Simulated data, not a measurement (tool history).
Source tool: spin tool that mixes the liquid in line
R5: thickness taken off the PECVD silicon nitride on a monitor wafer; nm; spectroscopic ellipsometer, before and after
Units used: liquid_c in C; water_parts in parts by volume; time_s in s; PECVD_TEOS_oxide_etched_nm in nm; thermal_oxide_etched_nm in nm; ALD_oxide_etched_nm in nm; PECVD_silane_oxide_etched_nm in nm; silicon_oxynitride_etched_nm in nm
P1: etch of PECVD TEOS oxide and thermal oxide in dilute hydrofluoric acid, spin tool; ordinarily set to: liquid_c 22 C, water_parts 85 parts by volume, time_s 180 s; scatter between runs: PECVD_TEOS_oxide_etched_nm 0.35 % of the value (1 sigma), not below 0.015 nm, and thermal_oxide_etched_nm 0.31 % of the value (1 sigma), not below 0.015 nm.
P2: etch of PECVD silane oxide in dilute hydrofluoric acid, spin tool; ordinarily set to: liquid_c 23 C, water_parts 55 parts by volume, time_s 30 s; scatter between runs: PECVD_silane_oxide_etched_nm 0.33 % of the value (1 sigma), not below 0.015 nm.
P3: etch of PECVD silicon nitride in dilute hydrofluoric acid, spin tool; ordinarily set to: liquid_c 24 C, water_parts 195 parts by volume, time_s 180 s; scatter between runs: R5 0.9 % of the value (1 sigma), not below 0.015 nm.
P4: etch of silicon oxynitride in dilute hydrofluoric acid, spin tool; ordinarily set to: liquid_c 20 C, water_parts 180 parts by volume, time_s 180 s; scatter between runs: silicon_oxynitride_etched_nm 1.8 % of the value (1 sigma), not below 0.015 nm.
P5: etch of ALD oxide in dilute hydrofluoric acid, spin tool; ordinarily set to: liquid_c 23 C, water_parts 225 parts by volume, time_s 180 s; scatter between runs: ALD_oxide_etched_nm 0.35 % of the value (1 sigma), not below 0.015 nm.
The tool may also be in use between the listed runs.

{"run": 1, "hour": 7.8, "process": "P1", "liquid_c": 22, "water_parts": 85, "time_s": 180, "PECVD_TEOS_oxide_etched_nm": 28.727, "thermal_oxide_etched_nm": 9.5109}
{"run": 2, "hour": 13.9, "process": "P1", "liquid_c": 22, "water_parts": 130, "time_s": 180, "PECVD_TEOS_oxide_etched_nm": 17.91, "thermal_oxide_etched_nm": 5.9808}
{"run": 3, "hour": 20.5, "process": "P1", "liquid_c": 22, "water_parts": 50, "time_s": 180, "PECVD_TEOS_oxide_etched_nm": 51.232, "thermal_oxide_etched_nm": 16.985}
{"run": 4, "hour": 28.5, "process": "P5", "liquid_c": 17, "water_parts": 225, "time_s": 180, "ALD_oxide_etched_nm": 5.2195}
{"run": 5, "hour": 34.7, "process": "P5", "liquid_c": 23, "water_parts": 70, "time_s": 180, "ALD_oxide_etched_nm": 25.166}
{"run": 6, "hour": 40.1, "process": "P1", "liquid_c": 22, "water_parts": 85, "time_s": 180, "PECVD_TEOS_oxide_etched_nm": 28.728, "thermal_oxide_etched_nm": 9.5739}
{"run": 7, "hour": 46.1, "process": "P2", "liquid_c": 23, "water_parts": 55, "time_s": 30, "PECVD_silane_oxide_etched_nm": 23.063}
{"run": 8, "hour": 54.4, "process": "P1", "liquid_c": 22, "water_parts": 85, "time_s": 180, "PECVD_TEOS_oxide_etched_nm": 28.915, "thermal_oxide_etched_nm": 9.5456}
{"run": 9, "hour": 61.5, "process": "P1", "liquid_c": 17, "water_parts": 85, "time_s": 180, "PECVD_TEOS_oxide_etched_nm": 23.337, "thermal_oxide_etched_nm": 7.7719}
{"run": 10, "hour": 68.6, "process": "P1", "liquid_c": 22, "water_parts": 85, "time_s": 15, "PECVD_TEOS_oxide_etched_nm": 2.4073, "thermal_oxide_etched_nm": 0.8068}
{"run": 11, "hour": 75.1, "process": "P3", "liquid_c": 24, "water_parts": 195, "time_s": 290, "R5": 3.9948}
{"run": 12, "hour": 81.0, "process": "P1", "liquid_c": 22, "water_parts": 85, "time_s": 180, "PECVD_TEOS_oxide_etched_nm": 28.81, "thermal_oxide_etched_nm": 9.5499}
{"run": 13, "hour": 89.2, "process": "P1", "liquid_c": 29.5, "water_parts": 25, "time_s": 180, "PECVD_TEOS_oxide_etched_nm": 143.89, "thermal_oxide_etched_nm": 48.071}
{"run": 14, "hour": 95.6, "process": "P4", "liquid_c": 20, "water_parts": 180, "time_s": 335, "silicon_oxynitride_etched_nm": 2.1484}
{"run": 15, "hour": 101.2, "process": "P1", "liquid_c": 22, "water_parts": 85, "time_s": 180, "PECVD_TEOS_oxide_etched_nm": 28.752, "thermal_oxide_etched_nm": 9.6039}
{"run": 16, "hour": 107.5, "process": "P5", "liquid_c": 23, "water_parts": 225, "time_s": 180, "ALD_oxide_etched_nm": 6.5759}
{"run": 17, "hour": 113.1, "process": "P2", "liquid_c": 23, "water_parts": 75, "time_s": 30, "PECVD_silane_oxide_etched_nm": 16.393}
{"run": 18, "hour": 119.3, "process": "P1", "liquid_c": 28.5, "water_parts": 85, "time_s": 50, "PECVD_TEOS_oxide_etched_nm": 10.319, "thermal_oxide_etched_nm": 3.4053}
{"run": 19, "hour": 126.7, "process": "P2", "liquid_c": 23, "water_parts": 55, "time_s": 15, "PECVD_silane_oxide_etched_nm": 11.558}
{"run": 20, "hour": 133.1, "process": "P1", "liquid_c": 22, "water_parts": 85, "time_s": 330, "PECVD_TEOS_oxide_etched_nm": 52.366, "thermal_oxide_etched_nm": 17.601}
{"run": 21, "hour": 137.4, "process": "P4", "liquid_c": 27.5, "water_parts": 180, "time_s": 180, "silicon_oxynitride_etched_nm": 1.5869}
{"run": 22, "hour": 144.3, "process": "P3", "liquid_c": 24, "water_parts": 195, "time_s": 180, "R5": 2.4402}
{"run": 23, "hour": 152.3, "process": "P5", "liquid_c": 23, "water_parts": 225, "time_s": 280, "ALD_oxide_etched_nm": 10.185}
{"run": 24, "hour": 159.6, "process": "P3", "liquid_c": 17, "water_parts": 195, "time_s": 180, "R5": 1.5594}
{"run": 25, "hour": 166.5, "process": "P3", "liquid_c": 24, "water_parts": 55, "time_s": 180, "R5": 8.6046}
{"hour": 167.1, "done": "thermometer replaced"}
{"run": 26, "hour": 170.6, "process": "P1", "liquid_c": 30, "water_parts": 120, "time_s": 180, "PECVD_TEOS_oxide_etched_nm": 26.578, "thermal_oxide_etched_nm": 8.83}
{"run": 27, "hour": 175.9, "process": "P1", "liquid_c": 26, "water_parts": 85, "time_s": 180, "PECVD_TEOS_oxide_etched_nm": 33.877, "thermal_oxide_etched_nm": 11.226}
{"run": 28, "hour": 180.5, "process": "P1", "liquid_c": 22, "water_parts": 85, "time_s": 180, "PECVD_TEOS_oxide_etched_nm": 28.89, "thermal_oxide_etched_nm": 9.5726}

Forecast run 29:
{"run": 29, "hour": 188.2, "process": "P4", "liquid_c": 20, "water_parts": 180, "time_s": 180, "silicon_oxynitride_etched_nm": "?"}

silicon_oxynitride_etched_nm: 1.1747 nm
